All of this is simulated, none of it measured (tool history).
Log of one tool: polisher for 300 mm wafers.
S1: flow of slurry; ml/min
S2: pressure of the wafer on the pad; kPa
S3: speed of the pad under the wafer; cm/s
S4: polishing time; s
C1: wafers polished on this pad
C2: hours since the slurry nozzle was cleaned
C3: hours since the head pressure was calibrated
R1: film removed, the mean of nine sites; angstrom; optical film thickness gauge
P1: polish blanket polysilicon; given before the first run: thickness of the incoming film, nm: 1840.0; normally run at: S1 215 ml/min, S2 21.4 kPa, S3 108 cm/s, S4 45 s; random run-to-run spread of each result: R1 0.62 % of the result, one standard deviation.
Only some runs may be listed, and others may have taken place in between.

Run 1, hour 16.9: S1 215 ml/min, S2 21.4 kPa, S3 108 cm/s, S4 45 s; C1 765; C2 308.3; C3 303.6. Result: R1 4838.4 angstrom.
Run 2, hour 33.5: S1 215 ml/min, S2 21.4 kPa, S3 108 cm/s, S4 45 s; C1 976; C2 324.9; C3 320.2. Result: R1 4802.4 angstrom.
Run 3, hour 43.5: S1 130 ml/min, S2 21.4 kPa, S3 108 cm/s, S4 45 s; C1 1104; C2 334.9; C3 330.2. Result: R1 4455 angstrom.
Run 4, hour 61.1: S1 215 ml/min, S2 33.8 kPa, S3 108 cm/s, S4 45 s; C1 1328; C2 352.5; C3 347.8. Result: R1 7604.5 angstrom.
Run 5, hour 73.9: S1 325 ml/min, S2 21.4 kPa, S3 108 cm/s, S4 45 s; C1 1491; C2 365.3; C3 360.6. Result: R1 4972.9 angstrom.
Run 6, hour 89.4: S1 215 ml/min, S2 21.4 kPa, S3 108 cm/s, S4 45 s; C1 1689; C2 380.8; C3 376.1. Result: R1 4864.6 angstrom.
Run 7, hour 101.3: S1 215 ml/min, S2 11.7 kPa, S3 60 cm/s, S4 45 s; C1 1841; C2 392.7; C3 388. Result: R1 1464.1 angstrom.
Run 8, hour 115.3: S1 295 ml/min, S2 21.4 kPa, S3 108 cm/s, S4 65 s; C1 2019; C2 406.7; C3 402. Result: R1 7166.3 angstrom.
Run 9, hour 127.9: S1 215 ml/min, S2 21.4 kPa, S3 108 cm/s, S4 29 s; C1 2180; C2 419.3; C3 414.6. Result: R1 3124.1 angstrom.
Run 10, hour 142.6: S1 215 ml/min, S2 21.4 kPa, S3 138 cm/s, S4 70 s; C1 2367; C2 434; C3 429.3. Result: R1 9512.4 angstrom.
Run 11, hour 156.9: S1 215 ml/min, S2 11.7 kPa, S3 108 cm/s, S4 45 s; C1 2549; C2 448.3; C3 443.6. Result: R1 2626.3 angstrom.
Run 12, hour 167.1: S1 215 ml/min, S2 21.4 kPa, S3 108 cm/s, S4 64 s; C1 2679; C2 458.5; C3 453.8. Result: R1 6852.6 angstrom.
Run 13, hour 175.9: S1 215 ml/min, S2 21.4 kPa, S3 108 cm/s, S4 45 s; C1 2791; C2 467.3; C3 462.6. Result: R1 4847 angstrom.
Run 14, hour 191.6: S1 215 ml/min, S2 21.4 kPa, S3 48 cm/s, S4 45 s; C1 2991; C2 483; C3 478.3. Result: R1 2134.1 angstrom.
Run 15, hour 199.9: S1 215 ml/min, S2 21.4 kPa, S3 160 cm/s, S4 45 s; C1 3097; C2 491.3; C3 486.6. Result: R1 7168.8 angstrom.
Run 16, hour 211.8: S1 215 ml/min, S2 21.4 kPa, S3 108 cm/s, S4 45 s; C1 3249; C2 503.2; C3 498.5. Result: R1 4775.7 angstrom.

Estimate the outcome of run 17 from the log above:
Run 17, hour 227.8: S1 215 ml/min, S2 21.4 kPa, S3 108 cm/s, S4 45 s; C1 3453; C2 519.2; C3 514.5. Result: R1 ?.

Run 17 gave R1 4655.9 angstrom.
